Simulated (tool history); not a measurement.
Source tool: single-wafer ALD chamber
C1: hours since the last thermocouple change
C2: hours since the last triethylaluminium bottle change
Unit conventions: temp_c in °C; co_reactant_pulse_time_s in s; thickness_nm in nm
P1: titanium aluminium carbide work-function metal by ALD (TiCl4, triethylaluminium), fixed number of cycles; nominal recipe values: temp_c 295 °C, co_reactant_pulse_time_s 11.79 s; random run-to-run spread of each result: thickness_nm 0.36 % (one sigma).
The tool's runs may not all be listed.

{"run": 1, "day": 0.262, "temp_c": 295, "co_reactant_pulse_time_s": 11.79, "C1": 734.2, "C2": 151, "thickness_nm": 2.0283}
{"run": 2, "day": 0.8, "temp_c": 319, "co_reactant_pulse_time_s": 11.79, "C1": 747.1, "C2": 163.9, "thickness_nm": 2.2379}
{"run": 3, "day": 1.267, "temp_c": 295, "co_reactant_pulse_time_s": 19.34, "C1": 758.3, "C2": 175.1, "thickness_nm": 2.0549}
{"run": 4, "day": 1.521, "temp_c": 284, "co_reactant_pulse_time_s": 17.82, "C1": 764.4, "C2": 181.2, "thickness_nm": 1.9603}
{"day": 1.867, "done": "triethylaluminium bottle replaced"}
{"run": 5, "day": 1.871, "temp_c": 295, "co_reactant_pulse_time_s": 11.79, "C1": 772.8, "C2": 0.2, "thickness_nm": 2.02}
{"run": 6, "day": 2.246, "temp_c": 295, "co_reactant_pulse_time_s": 11.79, "C1": 781.8, "C2": 9.2, "thickness_nm": 2.036}
{"run": 7, "day": 2.667, "temp_c": 295, "co_reactant_pulse_time_s": 8.08, "C1": 791.9, "C2": 19.3, "thickness_nm": 1.9356}
{"run": 8, "day": 2.967, "temp_c": 295, "co_reactant_pulse_time_s": 11.79, "C1": 799.1, "C2": 26.5, "thickness_nm": 2.0279}
{"day": 3.279, "done": "thermocouple changed; heater temperature recalibrated"}
{"run": 9, "day": 3.383, "temp_c": 283, "co_reactant_pulse_time_s": 15.43, "C1": 2.5, "C2": 36.5, "thickness_nm": 1.9326}
{"run": 10, "day": 3.692, "temp_c": 270, "co_reactant_pulse_time_s": 11.79, "C1": 9.9, "C2": 43.9, "thickness_nm": 1.8042}

Run 11 is up next; what results do you expect?
{"run": 11, "day": 4.083, "temp_c": 295, "co_reactant_pulse_time_s": 11.79, "C1": 19.3, "C2": 53.3, "thickness_nm": "?"}

{"run 11": {"thickness_nm": 2.022}}
